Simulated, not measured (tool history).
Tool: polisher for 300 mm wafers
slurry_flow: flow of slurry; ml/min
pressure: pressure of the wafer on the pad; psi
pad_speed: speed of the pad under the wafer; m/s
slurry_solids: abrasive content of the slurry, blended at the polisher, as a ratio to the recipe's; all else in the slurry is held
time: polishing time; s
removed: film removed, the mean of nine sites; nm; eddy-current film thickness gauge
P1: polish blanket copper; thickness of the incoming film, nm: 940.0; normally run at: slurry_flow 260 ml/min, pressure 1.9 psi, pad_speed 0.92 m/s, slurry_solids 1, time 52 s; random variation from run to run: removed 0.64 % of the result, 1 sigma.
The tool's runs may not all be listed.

| run | hour | slurry_flow | pressure | pad_speed | slurry_solids | time | wafers polished on this pad | hours since the slurry nozzle was cleaned | hours since the head pressure was calibrated | hours since the slurry blender was calibrated | removed |
|---|---|---|---|---|---|---|---|---|---|---|---|
| 1 | 6.3 | 260 | 1.9 | 0.92 | 1 | 52 | 294 | 479.2 | 797.3 | 135.8 | 93.768 |
| 2 | 15.6 | 260 | 1.9 | 1.26 | 1 | 52 | 392 | 488.5 | 806.6 | 145.1 | 126.29 |
| 3 | 24.8 | 260 | 0.9 | 0.92 | 0.7 | 52 | 489 | 497.7 | 815.8 | 154.3 | 40.987 |
| 4 | 37.3 | 260 | 1.9 | 0.92 | 1 | 52 | 620 | 510.2 | 828.3 | 166.8 | 93.557 |
| 5 | 49.3 | 155 | 1.9 | 0.92 | 1 | 52 | 747 | 522.2 | 840.3 | 178.8 | 86.558 |
| 6 | 61.5 | 260 | 1.2 | 0.92 | 1 | 25 | 875 | 534.4 | 852.5 | 191 | 28.258 |
| 7 | 75.1 | 260 | 1.9 | 0.92 | 1 | 77 | 1018 | 548 | 866.1 | 204.6 | 138.44 |
| 8 | 88.1 | 260 | 2.9 | 0.92 | 1 | 52 | 1155 | 561 | 879.1 | 217.6 | 143.62 |
| 9 | 99.1 | 260 | 1.9 | 0.92 | 1 | 52 | 1271 | 572 | 890.1 | 228.6 | 93.045 |
| 10 | 111.5 | 260 | 2.7 | 1.36 | 1 | 52 | 1402 | 584.4 | 902.5 | 241 | 196.36 |
| 11 | 117.8 | 260 | 1.1 | 0.92 | 1 | 52 | 1468 | 590.7 | 908.8 | 247.3 | 54.291 |
| 12 | 127.2 | 260 | 1.9 | 0.92 | 1 | 52 | 1567 | 600.1 | 918.2 | 256.7 | 93.698 |
| 13 | 134.5 | 260 | 1.9 | 0.42 | 1 | 52 | 1644 | 607.4 | 925.5 | 264 | 42.723 |
| 14 | 144.1 | 345 | 1.9 | 0.92 | 1 | 52 | 1745 | 617 | 935.1 | 273.6 | 96.371 |
| 15 | 153.3 | 260 | 1.9 | 0.92 | 1 | 52 | 1842 | 626.2 | 944.3 | 282.8 | 92.822 |
| 16 | 163.2 | 260 | 1.9 | 0.92 | 1 | 26 | 1946 | 636.1 | 954.2 | 292.7 | 46.298 |
| 17 | 175.1 | 260 | 1.9 | 0.92 | 0.5 | 52 | 2071 | 648 | 966.1 | 304.6 | 81.906 |
| 18 | 181.1 | 260 | 1.9 | 0.92 | 1.5 | 52 | 2134 | 654 | 972.1 | 310.6 | 103.27 |
| 19 | 189.7 | 260 | 1.9 | 0.92 | 1 | 52 | 2225 | 662.6 | 980.7 | 319.2 | 94.229 |
| 20 | 197.3 | 260 | 1.9 | 0.92 | 1 | 52 | 2305 | 670.2 | 988.3 | 326.8 | 91.99 |
| 21 | 206.3 | 260 | 1.9 | 0.92 | 1 | 52 | 2400 | 679.2 | 997.3 | 335.8 | 91.076 |
| 22 | 213.8 | 260 | 1.9 | 0.92 | 1 | 52 | 2478 | 686.7 | 1004.8 | 343.3 | 90.004 |
| 23 | 220.8 | 260 | 1.9 | 0.92 | 1 | 52 | 2552 | 693.7 | 1011.8 | 350.3 | 88.943 |
|  | 225.1 | worn pad replaced by a new one |
| 24 | 230.4 | 260 | 1.9 | 0.92 | 1 | 52 | 56 | 703.3 | 1021.4 | 359.9 | 88.675 |
|  | 238.4 | head pressure recalibrated |
| 25 | 240.8 | 260 | 1.9 | 0.92 | 1 | 52 | 166 | 713.7 | 2.5 | 370.3 | 87.395 |
| 26 | 251.3 | 260 | 1.9 | 0.92 | 1 | 52 | 276 | 724.2 | 13 | 380.8 | 88.671 |
| 27 | 261.7 | 260 | 1.9 | 0.92 | 1 | 52 | 386 | 734.6 | 23.4 | 391.2 | 87.741 |
| 28 | 273.8 | 260 | 1.9 | 0.92 | 1 | 52 | 513 | 746.7 | 35.5 | 403.3 | 88.048 |

What P1 gives has crept away from where it was. These 2 causes fit the log equally well, each at the size given:
A: abrasive missing from the slurry, % = 26.4
B: slurry flow missing at the pad, % = 38.7
The creep began at about hour 189.7.
Why every other cause is out:
removal rate lost through wear of the pad, %: serviced at hour 225.1, which brought nothing back
head's pressure below its setpoint, %: serviced at hour 238.4, which brought nothing back

4 check runs are offered, each on 2 wafers whose results are averaged, their results left as question marks. Which one tells the causes apart?
| check 1 | 285.9 | 260 | 1.9 | 0.92 | 0.55 | 40 |  |  |  |  | ? |
| check 2 | 285.9 | 260 | 1.2 | 0.92 | 1.35 | 52 |  |  |  |  | ? |
| check 3 | 285.9 | 155 | 1.9 | 0.92 | 1 | 52 |  |  |  |  | ? |
| check 4 | 285.9 | 260 | 2.9 | 0.92 | 1 | 65 |  |  |  |  | ? |

What each check would give under each cause:
| check | result | if A | if B |
|---|---|---|---|
| check 1 | removed | 59.956 | 59.665 |
| check 2 | removed | 59.036 | 59.174 |
| check 3 | removed | 81.897 | 78.729 |
| check 4 | removed | 167.43 | 167.43 |
How far apart the two closest causes lie, in the result that separates them most: check 1 0.49 %; check 2 0.23 %; check 3 3.94 %; check 4 0 %
Check 3 tells the causes apart: in the others they would give nearly the same result.

Check 3 was then run and gave: removed 81.866 nm. Which cause is it?

It is A: abrasive missing from the slurry, %.
